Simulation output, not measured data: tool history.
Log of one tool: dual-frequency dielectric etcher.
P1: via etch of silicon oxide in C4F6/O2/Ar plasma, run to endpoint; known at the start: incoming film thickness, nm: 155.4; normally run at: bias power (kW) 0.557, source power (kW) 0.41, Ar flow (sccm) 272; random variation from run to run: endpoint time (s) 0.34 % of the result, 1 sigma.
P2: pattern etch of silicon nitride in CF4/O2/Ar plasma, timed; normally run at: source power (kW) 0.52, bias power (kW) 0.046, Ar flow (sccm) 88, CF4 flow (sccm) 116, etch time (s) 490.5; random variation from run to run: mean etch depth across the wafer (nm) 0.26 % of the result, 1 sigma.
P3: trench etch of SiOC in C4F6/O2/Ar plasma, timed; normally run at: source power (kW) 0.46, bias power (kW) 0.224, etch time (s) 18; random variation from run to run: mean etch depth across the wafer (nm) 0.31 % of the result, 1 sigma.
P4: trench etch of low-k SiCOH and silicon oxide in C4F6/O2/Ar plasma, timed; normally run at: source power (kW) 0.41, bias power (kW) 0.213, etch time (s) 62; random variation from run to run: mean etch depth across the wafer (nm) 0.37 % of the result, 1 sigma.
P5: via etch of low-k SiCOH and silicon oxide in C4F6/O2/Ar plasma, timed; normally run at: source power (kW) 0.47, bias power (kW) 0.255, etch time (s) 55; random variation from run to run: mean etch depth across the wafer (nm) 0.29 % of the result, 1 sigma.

run   hour  process that ran  bias power (kW)  source power (kW)  Ar flow (sccm)  CF4 flow (sccm)  etch time (s)  endpoint time (s)  mean etch depth across the wafer (nm)
  1   10.1                P1            0.557               0.41             272                                             32.029
  2   18.9                P2            0.046               0.66              88              116          490.5                                                    1225.7
  3     31                P1            0.557               0.41             272                                             31.936
  4   41.7                P5            0.255               0.47                                              55                                                    177.43
  5   51.2                P1            0.557               0.54             272                                               29.1
  6   57.9                P3            0.224               0.46                                            22.5                                                    52.051
  7   67.7                P5            0.255               0.47                                            41.5                                                    134.22
  8   74.2                P2            0.046               0.52              88              116            277                                                    561.81
  9   80.9                P1            0.557               0.41             272                                             31.998
 10     89                P4            0.213               0.41                                              62                                                    212.18
 11  100.8                P1            0.368               0.41             272                                             37.249
 12  110.9                P5            0.255               0.47                                              55                                                    176.54
 13  119.6                P1            0.557               0.41             272                                             32.027
 14  127.1                P3            0.224               0.46                                              18                                                    42.068
 15  139.2                P1            0.557               0.41             272                                             32.069
 16  146.8                P2            0.046               0.52              88              148          490.5                                                      1017
 17  161.3                P1            0.557               0.41             272                                             32.074
 18  168.9                P5            0.169               0.47                                              55                                                    155.14
     175.4  -- Ar flow controller replaced
 19  180.3                P3            0.224               0.63                                              18                                                    47.262
 20  187.3                P4            0.213               0.29                                              62                                                    184.23
 21  197.2                P3            0.137               0.46                                              18                                                    36.151
 22  205.4                P4            0.213               0.41                                            36.5                                                    124.27
 23    217                P2            0.046               0.52              64              116          490.5                                                    1023.2
 24  227.4                P1            0.557               0.41             198                                             30.901
 25  238.8                P1            0.707               0.41             272                                             29.336
 26  246.2                P1             0.71               0.29             272                                             33.148
 27  257.5                P2            0.059               0.52              88              116          490.5                                                    1090.7
 28  264.8                P2            0.046               0.52              88              116          490.5                                                    997.26
 29  276.4                P1            0.557               0.41             380                                               33.4
 30  284.5                P1            0.557               0.27             272                                              37.57
 31  297.9                P1            0.557               0.41             272                                             32.037
 32  311.7                P4            0.302               0.41                                              62                                                    238.44
 33  319.5                P1            0.414               0.41             344                                             36.731
 34    327                P5            0.255               0.61                                              55                                                    196.89
 35  336.7                P1            0.557               0.41             272                                             32.071
 36  343.3                P1            0.557               0.41             272                                             32.397
 37  354.2                P1            0.557               0.41             272                                               32.3
 38  368.7                P1            0.557               0.41             272                                             32.562
 39  378.6                P1            0.557               0.41             272                                             32.602
     378.9  -- Ar flow controller replaced
     382.1  -- wet clean of the chamber
 40  385.8                P1            0.557               0.41             272                                             32.422
 41  399.8                P1            0.557               0.41             272                                             32.601
 42  408.3                P1            0.557               0.41             272                                             32.544
 43  417.3                P1            0.557               0.41             272                                             32.316
 44  430.6                P1            0.557               0.41             272                                             32.667

What P1 gives has crept away from where it was. These 2 causes fit the log equally well, each at the size given:
A: source power that arrives under what is set, % = 4.5
B: bias power that arrives under what is set, % = 4.37
The creep began at about hour 336.7.
Why every other cause is out:
chamber walls in a state that lowers the etch rate, %: serviced at hour 382.1, which brought nothing back
Ar flow that arrives over what is set, %: serviced at hour 378.9, which brought nothing back

4 check runs are offered, one wafer each, their results left as question marks. Which one tells the causes apart?
check 1  443.9                P4            0.213               0.41                                              62                                                         ?
check 2  443.9                P2            0.046               0.52              88              116          490.5                                                         ?
check 3  443.9                P3            0.224               0.46                                              18                                                         ?
check 4  443.9                P5            0.255               0.47                                              55                                                         ?

What each check would give under each cause:
  check                                 result    if A    if B
check 1  mean etch depth across the wafer (nm)  207.76  208.43
check 2  mean etch depth across the wafer (nm)  955.17  979.01
check 3  mean etch depth across the wafer (nm)  41.034  41.164
check 4  mean etch depth across the wafer (nm)  174.66  175.13
How far apart the two closest causes lie, in the result that separates them most: check 1 0.32 %; check 2 2.46 %; check 3 0.31 %; check 4 0.27 %
Check 2 tells the causes apart: in the others they would give nearly the same result.

Then check 2 was run and gave: mean etch depth across the wafer (nm) 983.65. Which cause is it?

It is B: bias power that arrives under what is set, %.
